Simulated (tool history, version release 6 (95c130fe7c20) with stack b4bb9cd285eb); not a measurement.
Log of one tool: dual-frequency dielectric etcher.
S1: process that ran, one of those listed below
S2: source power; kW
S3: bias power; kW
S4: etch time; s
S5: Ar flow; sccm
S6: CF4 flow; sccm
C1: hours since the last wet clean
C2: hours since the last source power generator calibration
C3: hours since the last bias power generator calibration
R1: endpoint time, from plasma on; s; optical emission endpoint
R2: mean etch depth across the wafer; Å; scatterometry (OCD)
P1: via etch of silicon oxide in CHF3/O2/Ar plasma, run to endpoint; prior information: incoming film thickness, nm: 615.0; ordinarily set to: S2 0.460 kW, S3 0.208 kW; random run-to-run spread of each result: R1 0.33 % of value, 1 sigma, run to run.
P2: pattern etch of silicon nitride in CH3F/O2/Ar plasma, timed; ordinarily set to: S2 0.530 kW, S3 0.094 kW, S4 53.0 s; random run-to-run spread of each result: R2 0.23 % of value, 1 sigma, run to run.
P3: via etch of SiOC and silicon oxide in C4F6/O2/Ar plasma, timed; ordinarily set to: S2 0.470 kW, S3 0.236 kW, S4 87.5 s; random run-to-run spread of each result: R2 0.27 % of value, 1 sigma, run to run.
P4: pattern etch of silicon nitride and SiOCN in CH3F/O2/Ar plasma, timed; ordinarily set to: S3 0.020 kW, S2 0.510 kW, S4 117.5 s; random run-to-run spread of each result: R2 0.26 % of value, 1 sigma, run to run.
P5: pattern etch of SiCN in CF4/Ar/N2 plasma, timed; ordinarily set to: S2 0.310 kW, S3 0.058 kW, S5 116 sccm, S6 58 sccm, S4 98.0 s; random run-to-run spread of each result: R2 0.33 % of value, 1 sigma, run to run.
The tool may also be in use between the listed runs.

run,hour,S1,S2,S3,S4,S5,S6,C1,C2,C3,R1,R2
1,5.1,P1,0.460,0.208,,,,250.7,1127.8,1135.6,327.26,
2,10.5,P3,0.470,0.236,87.5,,,256.1,1133.2,1141.0,,1117.30
3,17.1,P2,0.530,0.094,71.0,,,262.7,1139.8,1147.6,,594.89
4,23.8,P3,0.470,0.236,87.5,,,269.4,1146.5,1154.3,,1126.20
5,29.3,P3,0.470,0.236,119.5,,,274.9,1152.0,1159.8,,1533.00
6,33.4,P1,0.460,0.155,,,,279.0,1156.1,1163.9,362.39,
7,39.1,P2,0.530,0.094,53.0,,,284.7,1161.8,1169.6,,445.15
# hour 41.9: wet clean of the chamber
8,42.6,P3,0.470,0.335,87.5,,,0.8,1165.3,1173.1,,1268.80
9,46.0,P3,0.380,0.236,87.5,,,4.2,1168.7,1176.5,,1035.40
10,51.0,P1,0.460,0.208,,,,9.2,1173.7,1181.5,325.53,
11,56.7,P5,0.310,0.058,131.0,116,58,14.9,1179.4,1187.2,,710.88
12,60.0,P1,0.350,0.208,,,,18.2,1182.7,1190.5,364.75,
13,63.4,P1,0.460,0.246,,,,21.6,1186.1,1193.9,308.44,
14,67.5,P5,0.310,0.058,98.0,90,58,25.7,1190.2,1198.0,,550.57
15,72.4,P4,0.720,0.020,117.5,,,30.6,1195.1,1202.9,,189.72
16,76.8,P5,0.310,0.058,98.0,116,39,35.0,1199.5,1207.3,,494.75
17,83.5,P5,0.440,0.058,98.0,116,58,41.7,1206.2,1214.0,,720.74
18,89.4,P1,0.460,0.208,,,,47.6,1212.1,1219.9,327.60,
19,95.9,P1,0.650,0.208,,,,54.1,1218.6,1226.4,287.55,
20,100.5,P4,0.510,0.020,117.5,,,58.7,1223.2,1231.0,,168.11
21,105.4,P2,0.530,0.063,53.0,,,63.6,1228.1,1235.9,,386.18
22,109.0,P4,0.510,0.020,75.5,,,67.2,1231.7,1239.5,,108.43
23,112.4,P1,0.580,0.159,,,,70.6,1235.1,1242.9,329.13,
# hour 115.1: source power generator calibrated
24,115.5,P2,0.720,0.094,53.0,,,73.7,0.5,1246.0,,496.17
25,120.9,P5,0.310,0.078,98.0,116,58,79.1,5.9,1251.4,,590.32
26,124.7,P1,0.460,0.208,,,,82.9,9.7,1255.2,328.58,
27,131.0,P5,0.310,0.058,98.0,116,58,89.2,16.0,1261.5,,524.50
28,134.3,P4,0.510,0.026,117.5,,,92.5,19.3,1264.8,,188.47
29,140.6,P1,0.460,0.208,,,,98.8,25.6,1271.1,326.99,
30,145.1,P1,0.460,0.208,,,,103.3,30.1,1275.6,327.06,
31,151.5,P1,0.460,0.208,,,,109.7,36.5,1282.0,324.12,
32,158.1,P1,0.460,0.208,,,,116.3,43.1,1288.6,321.66,
33,162.5,P1,0.460,0.208,,,,120.7,47.5,1293.0,322.20,
34,166.1,P1,0.460,0.208,,,,124.3,51.1,1296.6,321.05,
35,172.5,P1,0.460,0.208,,,,130.7,57.5,1303.0,322.68,
# hour 175.8: wet clean of the chamber
36,178.1,P1,0.460,0.208,,,,2.4,63.1,1308.6,323.11,
37,184.4,P1,0.460,0.208,,,,8.7,69.4,1314.9,320.69,
38,188.8,P1,0.460,0.208,,,,13.1,73.8,1319.3,321.24,

What P1 gives has crept off from where it sat before. The 2 causes that follow fit the log equally well, each at the size noted:
A: source power that arrives over what is set, % = 4.5
B: bias power that arrives over what is set, % = 4.82
The gradual shift began around hour 140.6.
Ruled out, with reasons:
chamber walls in a state that raises the etch rate, %: serviced at hour 175.8, which brought nothing back

Which of the check runs below tells the causes apart, meaning the causes would give it clearly different results? Each run uses 2 wafers whose results are averaged, and each result is shown as a question mark.
check 1,193.2,P3,0.470,0.319,87.5,,,,,,,?
check 2,193.2,P5,0.430,0.058,98.0,116,58,,,,,?
check 3,193.2,P2,0.720,0.094,66.5,,,,,,,?
check 4,193.2,P4,0.710,0.020,117.5,,,,,,,?

What every check run would give for each of its results, assuming each possible cause in turn:
check,result,if A,if B
check 1,R2,1268.60,1268.90
check 2,R2,731.11,715.22
check 3,R2,633.90,633.77
check 4,R2,192.09,192.85
Per-check spread between the two closest causes, in the result where they differ most: check 1 0.02 %; check 2 2.2 %; check 3 0.02 %; check 4 0.39 %
Check 2 tells the causes apart: in the others they would give nearly the same result.

The results of check 2 are: R2 713.22 Å. Based on these, which of the listed causes is it?

The correct cause is B, namely: bias power that arrives over what is set, %.
